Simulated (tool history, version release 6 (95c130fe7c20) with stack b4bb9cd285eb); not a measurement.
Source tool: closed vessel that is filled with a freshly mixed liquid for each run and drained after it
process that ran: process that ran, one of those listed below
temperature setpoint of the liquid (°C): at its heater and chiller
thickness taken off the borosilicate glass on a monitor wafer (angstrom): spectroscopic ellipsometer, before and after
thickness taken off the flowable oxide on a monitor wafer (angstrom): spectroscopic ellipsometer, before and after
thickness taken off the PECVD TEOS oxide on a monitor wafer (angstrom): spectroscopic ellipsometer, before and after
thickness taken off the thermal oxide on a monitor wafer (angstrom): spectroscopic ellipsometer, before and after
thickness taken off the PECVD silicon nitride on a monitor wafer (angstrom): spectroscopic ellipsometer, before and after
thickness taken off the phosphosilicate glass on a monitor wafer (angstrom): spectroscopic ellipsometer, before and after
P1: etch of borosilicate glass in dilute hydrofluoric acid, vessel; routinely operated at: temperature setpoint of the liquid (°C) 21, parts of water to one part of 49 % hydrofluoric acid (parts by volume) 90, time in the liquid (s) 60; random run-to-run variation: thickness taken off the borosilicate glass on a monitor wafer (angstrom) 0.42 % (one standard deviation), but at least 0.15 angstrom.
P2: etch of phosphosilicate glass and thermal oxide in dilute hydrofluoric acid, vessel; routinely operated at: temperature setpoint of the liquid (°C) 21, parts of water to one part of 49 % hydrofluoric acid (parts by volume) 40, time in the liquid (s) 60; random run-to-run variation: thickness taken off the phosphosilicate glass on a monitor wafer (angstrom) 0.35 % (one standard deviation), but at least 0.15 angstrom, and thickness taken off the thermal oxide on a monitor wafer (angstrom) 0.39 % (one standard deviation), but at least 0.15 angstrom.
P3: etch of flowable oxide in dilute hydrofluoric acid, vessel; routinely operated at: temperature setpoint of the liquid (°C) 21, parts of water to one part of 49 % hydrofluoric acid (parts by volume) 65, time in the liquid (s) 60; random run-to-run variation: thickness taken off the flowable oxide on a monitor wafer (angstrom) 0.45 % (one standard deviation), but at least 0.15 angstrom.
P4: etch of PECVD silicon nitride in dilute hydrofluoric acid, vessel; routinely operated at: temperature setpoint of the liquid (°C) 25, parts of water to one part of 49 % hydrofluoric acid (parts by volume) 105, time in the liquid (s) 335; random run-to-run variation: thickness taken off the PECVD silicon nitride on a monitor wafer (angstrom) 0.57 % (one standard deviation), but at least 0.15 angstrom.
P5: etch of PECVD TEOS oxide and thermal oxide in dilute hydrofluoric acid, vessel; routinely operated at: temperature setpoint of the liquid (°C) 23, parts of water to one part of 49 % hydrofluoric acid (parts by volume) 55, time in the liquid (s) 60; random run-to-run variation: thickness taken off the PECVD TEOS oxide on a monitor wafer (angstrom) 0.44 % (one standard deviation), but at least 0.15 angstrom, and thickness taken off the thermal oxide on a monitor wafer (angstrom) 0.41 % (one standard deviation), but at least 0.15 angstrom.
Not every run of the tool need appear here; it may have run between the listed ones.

| run | day | process that ran | temperature setpoint of the liquid (°C) | parts of water to one part of 49 % hydrofluoric acid (parts by volume) | time in the liquid (s) | hours since the thermometer was replaced | hours since the hydrofluoric acid flow meter was replaced | thickness taken off the borosilicate glass on a monitor wafer (angstrom) | thickness taken off the flowable oxide on a monitor wafer (angstrom) | thickness taken off the PECVD TEOS oxide on a monitor wafer (angstrom) | thickness taken off the thermal oxide on a monitor wafer (angstrom) | thickness taken off the PECVD silicon nitride on a monitor wafer (angstrom) | thickness taken off the phosphosilicate glass on a monitor wafer (angstrom) |
|---|---|---|---|---|---|---|---|---|---|---|---|---|---|
| 1 | 0.242 | P1 | 21 | 90 | 60 | 2009.3 | 379.1 | 180.61 |  |  |  |  |  |
| 2 | 0.483 | P3 | 21 | 65 | 60 | 2015.1 | 384.9 |  | 394.93 |  |  |  |  |
| 3 | 0.654 | P5 | 17 | 55 | 60 | 2019.2 | 389 |  |  | 207.95 | 41.92 |  |  |
| 4 | 1.05 | P4 | 25 | 170 | 335 | 2028.7 | 398.5 |  |  |  |  | 81.633 |  |
| 5 | 1.4 | P1 | 21 | 160 | 30 | 2037.1 | 406.9 | 46.78 |  |  |  |  |  |
| 6 | 1.658 | P1 | 21 | 90 | 60 | 2043.3 | 413.1 | 180.28 |  |  |  |  |  |
| 7 | 1.904 | P3 | 21 | 20 | 60 | 2049.2 | 419 |  | 1354.3 |  |  |  |  |
| 8 | 2.133 | P2 | 17 | 40 | 60 | 2054.7 | 424.5 |  |  |  | 60.113 |  | 1748.1 |
| 9 | 2.529 | P3 | 17 | 65 | 60 | 2064.2 | 434 |  | 332.07 |  |  |  |  |
| 10 | 2.742 | P2 | 21 | 40 | 30 | 2069.3 | 439.1 |  |  |  | 35.772 |  | 1045 |
| 11 | 3 | P1 | 21 | 90 | 100 | 2075.5 | 445.3 | 301.11 |  |  |  |  |  |
| 12 | 3.375 | P2 | 21 | 60 | 60 | 2084.5 | 454.3 |  |  |  | 46.514 |  | 1352.3 |
| 13 | 3.738 | P4 | 25 | 105 | 545 | 2093.2 | 463 |  |  |  |  | 217.14 |  |
| 14 | 3.996 | P1 | 17 | 90 | 60 | 2099.4 | 469.2 | 152.43 |  |  |  |  |  |
| 15 | 4.175 | P1 | 25 | 90 | 60 | 2103.7 | 473.5 | 210.55 |  |  |  |  |  |
| 16 | 4.512 | P4 | 25 | 105 | 335 | 2111.8 | 481.6 |  |  |  |  | 131.74 |  |
| 17 | 4.862 | P4 | 25 | 105 | 335 | 2120.2 | 490 |  |  |  |  | 131.89 |  |
| 18 | 5.042 | P5 | 23 | 55 | 30 | 2124.5 | 494.3 |  |  | 133.18 | 26.96 |  |  |
| 19 | 5.262 | P1 | 21 | 90 | 30 | 2129.8 | 499.6 | 89.931 |  |  |  |  |  |
| 20 | 5.492 | P2 | 21 | 40 | 60 | 2135.3 | 505.1 |  |  |  | 70.943 |  | 2077.6 |
| 21 | 5.838 | P3 | 21 | 65 | 60 | 2143.6 | 513.4 |  | 393.64 |  |  |  |  |
| 22 | 6.117 | P1 | 21 | 155 | 60 | 2150.3 | 520.1 | 97.397 |  |  |  |  |  |
| 23 | 6.329 | P5 | 23 | 20 | 60 | 2155.4 | 525.2 |  |  | 762.33 | 155.73 |  |  |
| 24 | 6.512 | P2 | 21 | 40 | 60 | 2159.8 | 529.6 |  |  |  | 70.919 |  | 2101.9 |
| 25 | 6.871 | P5 | 23 | 55 | 60 | 2168.4 | 538.2 |  |  | 264.68 | 53.659 |  |  |
| 26 | 7.146 | P1 | 21 | 35 | 60 | 2175 | 544.8 | 496.9 |  |  |  |  |  |
| 27 | 7.379 | P4 | 32 | 105 | 335 | 2180.6 | 550.4 |  |  |  |  | 205.48 |  |
| 28 | 7.762 | P1 | 21 | 90 | 60 | 2189.8 | 559.6 | 180.13 |  |  |  |  |  |

Expected results for the next run?
| 29 | 8.004 | P3 | 21 | 65 | 85 | 2195.6 | 565.4 |  | ? |  |  |  |  |

thickness taken off the flowable oxide on a monitor wafer (angstrom): 558.12

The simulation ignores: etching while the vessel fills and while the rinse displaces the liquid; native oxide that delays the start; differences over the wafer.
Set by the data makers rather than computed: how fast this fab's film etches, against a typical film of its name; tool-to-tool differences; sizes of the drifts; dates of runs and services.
